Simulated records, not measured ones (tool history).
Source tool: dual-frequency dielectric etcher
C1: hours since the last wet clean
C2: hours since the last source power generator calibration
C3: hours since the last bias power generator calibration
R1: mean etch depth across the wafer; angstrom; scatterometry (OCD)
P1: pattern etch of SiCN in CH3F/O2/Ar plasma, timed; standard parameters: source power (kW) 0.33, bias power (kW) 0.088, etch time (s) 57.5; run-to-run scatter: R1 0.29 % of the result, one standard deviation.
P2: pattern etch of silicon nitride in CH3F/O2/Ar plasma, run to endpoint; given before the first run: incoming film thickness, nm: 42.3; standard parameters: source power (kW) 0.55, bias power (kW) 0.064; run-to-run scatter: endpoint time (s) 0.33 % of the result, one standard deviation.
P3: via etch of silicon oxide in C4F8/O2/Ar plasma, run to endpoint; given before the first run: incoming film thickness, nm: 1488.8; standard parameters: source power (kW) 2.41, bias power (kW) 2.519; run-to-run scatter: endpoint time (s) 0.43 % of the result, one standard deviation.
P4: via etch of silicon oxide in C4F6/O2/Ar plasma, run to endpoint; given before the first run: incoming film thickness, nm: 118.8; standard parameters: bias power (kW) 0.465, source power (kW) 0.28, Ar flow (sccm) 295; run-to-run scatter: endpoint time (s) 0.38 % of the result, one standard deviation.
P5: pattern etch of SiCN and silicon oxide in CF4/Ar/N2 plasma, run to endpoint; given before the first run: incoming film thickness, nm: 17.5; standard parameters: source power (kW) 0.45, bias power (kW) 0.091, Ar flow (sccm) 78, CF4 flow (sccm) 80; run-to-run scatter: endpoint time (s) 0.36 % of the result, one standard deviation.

{"run": 1, "hour": 6.5, "process that ran": "P1", "source power (kW)": 0.33, "bias power (kW)": 0.088, "etch time (s)": 57.5, "C1": 221, "C2": 2865.3, "C3": 1185.7, "R1": 211.43}
{"run": 2, "hour": 12.8, "process that ran": "P5", "source power (kW)": 0.45, "bias power (kW)": 0.091, "Ar flow (sccm)": 47, "CF4 flow (sccm)": 80, "C1": 227.3, "C2": 2871.6, "C3": 1192, "endpoint time (s)": 17.02}
{"run": 3, "hour": 16.5, "process that ran": "P1", "source power (kW)": 0.33, "bias power (kW)": 0.088, "etch time (s)": 57.5, "C1": 231, "C2": 2875.3, "C3": 1195.7, "R1": 211.05}
{"run": 4, "hour": 20.1, "process that ran": "P1", "source power (kW)": 0.33, "bias power (kW)": 0.088, "etch time (s)": 57.5, "C1": 234.6, "C2": 2878.9, "C3": 1199.3, "R1": 211.77}
{"run": 5, "hour": 26.1, "process that ran": "P4", "source power (kW)": 0.28, "bias power (kW)": 0.59, "Ar flow (sccm)": 295, "C1": 240.6, "C2": 2884.9, "C3": 1205.3, "endpoint time (s)": 28.751}
{"run": 6, "hour": 31.3, "process that ran": "P2", "source power (kW)": 0.71, "bias power (kW)": 0.064, "C1": 245.8, "C2": 2890.1, "C3": 1210.5, "endpoint time (s)": 51.742}
{"run": 7, "hour": 36.0, "process that ran": "P1", "source power (kW)": 0.33, "bias power (kW)": 0.12, "etch time (s)": 57.5, "C1": 250.5, "C2": 2894.8, "C3": 1215.2, "R1": 238.43}
{"run": 8, "hour": 43.1, "process that ran": "P1", "source power (kW)": 0.33, "bias power (kW)": 0.088, "etch time (s)": 80.5, "C1": 257.6, "C2": 2901.9, "C3": 1222.3, "R1": 294.87}
{"run": 9, "hour": 50.2, "process that ran": "P1", "source power (kW)": 0.33, "bias power (kW)": 0.07, "etch time (s)": 33, "C1": 264.7, "C2": 2909, "C3": 1229.4, "R1": 111.95}
{"run": 10, "hour": 53.6, "process that ran": "P1", "source power (kW)": 0.33, "bias power (kW)": 0.056, "etch time (s)": 57.5, "C1": 268.1, "C2": 2912.4, "C3": 1232.8, "R1": 179.87}
{"run": 11, "hour": 59.1, "process that ran": "P3", "source power (kW)": 3.29, "bias power (kW)": 2.519, "C1": 273.6, "C2": 2917.9, "C3": 1238.3, "endpoint time (s)": 228.41}
{"run": 12, "hour": 66.0, "process that ran": "P1", "source power (kW)": 0.33, "bias power (kW)": 0.068, "etch time (s)": 77.5, "C1": 280.5, "C2": 2924.8, "C3": 1245.2, "R1": 259.51}
{"run": 13, "hour": 73.4, "process that ran": "P4", "source power (kW)": 0.28, "bias power (kW)": 0.465, "Ar flow (sccm)": 295, "C1": 287.9, "C2": 2932.2, "C3": 1252.6, "endpoint time (s)": 31.679}
{"run": 14, "hour": 80.1, "process that ran": "P2", "source power (kW)": 0.55, "bias power (kW)": 0.064, "C1": 294.6, "C2": 2938.9, "C3": 1259.3, "endpoint time (s)": 56.913}
{"run": 15, "hour": 86.0, "process that ran": "P1", "source power (kW)": 0.33, "bias power (kW)": 0.088, "etch time (s)": 32.5, "C1": 300.5, "C2": 2944.8, "C3": 1265.2, "R1": 119.42}
{"run": 16, "hour": 89.5, "process that ran": "P3", "source power (kW)": 2.41, "bias power (kW)": 2.519, "C1": 304, "C2": 2948.3, "C3": 1268.7, "endpoint time (s)": 259.57}
{"run": 17, "hour": 93.6, "process that ran": "P1", "source power (kW)": 0.44, "bias power (kW)": 0.107, "etch time (s)": 57.5, "C1": 308.1, "C2": 2952.4, "C3": 1272.8, "R1": 251.73}
{"run": 18, "hour": 97.4, "process that ran": "P1", "source power (kW)": 0.2, "bias power (kW)": 0.088, "etch time (s)": 57.5, "C1": 311.9, "C2": 2956.2, "C3": 1276.6, "R1": 175.7}
{"run": 19, "hour": 101.8, "process that ran": "P5", "source power (kW)": 0.32, "bias power (kW)": 0.091, "Ar flow (sccm)": 78, "CF4 flow (sccm)": 80, "C1": 316.3, "C2": 2960.6, "C3": 1281, "endpoint time (s)": 24.338}
{"run": 20, "hour": 106.2, "process that ran": "P5", "source power (kW)": 0.45, "bias power (kW)": 0.055, "Ar flow (sccm)": 78, "CF4 flow (sccm)": 80, "C1": 320.7, "C2": 2965, "C3": 1285.4, "endpoint time (s)": 21.071}
{"run": 21, "hour": 109.9, "process that ran": "P1", "source power (kW)": 0.33, "bias power (kW)": 0.088, "etch time (s)": 57.5, "C1": 324.4, "C2": 2968.7, "C3": 1289.1, "R1": 212.34}
{"run": 22, "hour": 117.3, "process that ran": "P1", "source power (kW)": 0.39, "bias power (kW)": 0.088, "etch time (s)": 57.5, "C1": 331.8, "C2": 2976.1, "C3": 1296.5, "R1": 225.65}
{"run": 23, "hour": 122.1, "process that ran": "P5", "source power (kW)": 0.45, "bias power (kW)": 0.091, "Ar flow (sccm)": 78, "CF4 flow (sccm)": 80, "C1": 336.6, "C2": 2980.9, "C3": 1301.3, "endpoint time (s)": 18.005}
{"run": 24, "hour": 125.4, "process that ran": "P1", "source power (kW)": 0.33, "bias power (kW)": 0.088, "etch time (s)": 57.5, "C1": 339.9, "C2": 2984.2, "C3": 1304.6, "R1": 212.03}
{"run": 25, "hour": 130.9, "process that ran": "P4", "source power (kW)": 0.28, "bias power (kW)": 0.465, "Ar flow (sccm)": 406, "C1": 345.4, "C2": 2989.7, "C3": 1310.1, "endpoint time (s)": 32.743}
{"run": 26, "hour": 138.0, "process that ran": "P3", "source power (kW)": 2.41, "bias power (kW)": 3.28, "C1": 352.5, "C2": 2996.8, "C3": 1317.2, "endpoint time (s)": 240.62}
{"run": 27, "hour": 144.9, "process that ran": "P3", "source power (kW)": 2.41, "bias power (kW)": 2.519, "C1": 359.4, "C2": 3003.7, "C3": 1324.1, "endpoint time (s)": 260.27}
{"run": 28, "hour": 152.1, "process that ran": "P5", "source power (kW)": 0.45, "bias power (kW)": 0.091, "Ar flow (sccm)": 78, "CF4 flow (sccm)": 59, "C1": 366.6, "C2": 3010.9, "C3": 1331.3, "endpoint time (s)": 18.655}
{"run": 29, "hour": 155.6, "process that ran": "P2", "source power (kW)": 0.55, "bias power (kW)": 0.046, "C1": 370.1, "C2": 3014.4, "C3": 1334.8, "endpoint time (s)": 62.795}
{"run": 30, "hour": 159.3, "process that ran": "P4", "source power (kW)": 0.36, "bias power (kW)": 0.465, "Ar flow (sccm)": 295, "C1": 373.8, "C2": 3018.1, "C3": 1338.5, "endpoint time (s)": 28.675}
{"run": 31, "hour": 164.3, "process that ran": "P1", "source power (kW)": 0.33, "bias power (kW)": 0.088, "etch time (s)": 57.5, "C1": 378.8, "C2": 3023.1, "C3": 1343.5, "R1": 211.98}
{"run": 32, "hour": 167.9, "process that ran": "P1", "source power (kW)": 0.33, "bias power (kW)": 0.088, "etch time (s)": 57.5, "C1": 382.4, "C2": 3026.7, "C3": 1347.1, "R1": 211.96}
{"run": 33, "hour": 173.4, "process that ran": "P1", "source power (kW)": 0.33, "bias power (kW)": 0.088, "etch time (s)": 57.5, "C1": 387.9, "C2": 3032.2, "C3": 1352.6, "R1": 210.97}
{"run": 34, "hour": 178.0, "process that ran": "P1", "source power (kW)": 0.33, "bias power (kW)": 0.088, "etch time (s)": 57.5, "C1": 392.5, "C2": 3036.8, "C3": 1357.2, "R1": 210.3}
{"run": 35, "hour": 184.3, "process that ran": "P1", "source power (kW)": 0.33, "bias power (kW)": 0.088, "etch time (s)": 57.5, "C1": 398.8, "C2": 3043.1, "C3": 1363.5, "R1": 208.7}
{"run": 36, "hour": 189.5, "process that ran": "P1", "source power (kW)": 0.33, "bias power (kW)": 0.088, "etch time (s)": 57.5, "C1": 404, "C2": 3048.3, "C3": 1368.7, "R1": 209.49}
{"hour": 190.8, "done": "wet clean of the chamber"}
{"run": 37, "hour": 194.8, "process that ran": "P1", "source power (kW)": 0.33, "bias power (kW)": 0.088, "etch time (s)": 57.5, "C1": 4.1, "C2": 3053.6, "C3": 1374, "R1": 208.18}
{"run": 38, "hour": 198.8, "process that ran": "P1", "source power (kW)": 0.33, "bias power (kW)": 0.088, "etch time (s)": 57.5, "C1": 8.1, "C2": 3057.6, "C3": 1378, "R1": 208.65}
{"run": 39, "hour": 205.5, "process that ran": "P1", "source power (kW)": 0.33, "bias power (kW)": 0.088, "etch time (s)": 57.5, "C1": 14.8, "C2": 3064.3, "C3": 1384.7, "R1": 208.47}
{"run": 40, "hour": 211.8, "process that ran": "P1", "source power (kW)": 0.33, "bias power (kW)": 0.088, "etch time (s)": 57.5, "C1": 21.1, "C2": 3070.6, "C3": 1391, "R1": 208.94}
{"run": 41, "hour": 217.8, "process that ran": "P1", "source power (kW)": 0.33, "bias power (kW)": 0.088, "etch time (s)": 57.5, "C1": 27.1, "C2": 3076.6, "C3": 1397, "R1": 209.07}
{"run": 42, "hour": 224.4, "process that ran": "P1", "source power (kW)": 0.33, "bias power (kW)": 0.088, "etch time (s)": 57.5, "C1": 33.7, "C2": 3083.2, "C3": 1403.6, "R1": 206.89}

The output of P1 has drifted from where it used to be. Each of the 2 causes below, taken at the size shown beside it, accounts for the log equally well:
A: bias power that arrives under what is set, % = 4.07
B: source power that arrives under what is set, % = 4.09
The creep began at about hour 167.9.
The rest of the possible causes, and what rules out each one:
chamber walls in a state that lowers the etch rate, %: maintenance at hour 190.8, after the shift began, did not return the process to its former output

The check runs listed below each take one wafer, and their results are still question marks. Under which run would the listed causes lead to clearly different results?
{"run": "check 1", "hour": 231.0, "process that ran": "P4", "source power (kW)": 0.28, "bias power (kW)": 0.541, "Ar flow (sccm)": 295, "endpoint time (s)": "?"}
{"run": "check 2", "hour": 231.0, "process that ran": "P2", "source power (kW)": 0.55, "bias power (kW)": 0.048, "endpoint time (s)": "?"}
{"run": "check 3", "hour": 231.0, "process that ran": "P3", "source power (kW)": 2.41, "bias power (kW)": 3.18, "endpoint time (s)": "?"}
{"run": "check 4", "hour": 231.0, "process that ran": "P5", "source power (kW)": 0.45, "bias power (kW)": 0.065, "Ar flow (sccm)": 53, "CF4 flow (sccm)": 80, "endpoint time (s)": "?"}

Check results expected under each cause:
check=check_1 result=endpoint_time_(s) if_A=30.26 if_B=30.24
check=check_2 result=endpoint_time_(s) if_A=63.085 if_B=63.342
check=check_3 result=endpoint_time_(s) if_A=244.78 if_B=245.62
check=check_4 result=endpoint_time_(s) if_A=19.317 if_B=19.808
Gap, in per cent, between the two causes that each check separates least, read from the result that separates them most: check 1 0.07 %; check 2 0.41 %; check 3 0.35 %; check 4 2.51 %
Only check 4 tells the causes apart: in the others they would give nearly the same result.

Then check 4 was run and gave: endpoint time (s) 19.302. Which cause is it?

The correct cause is A, namely: bias power that arrives under what is set, %.
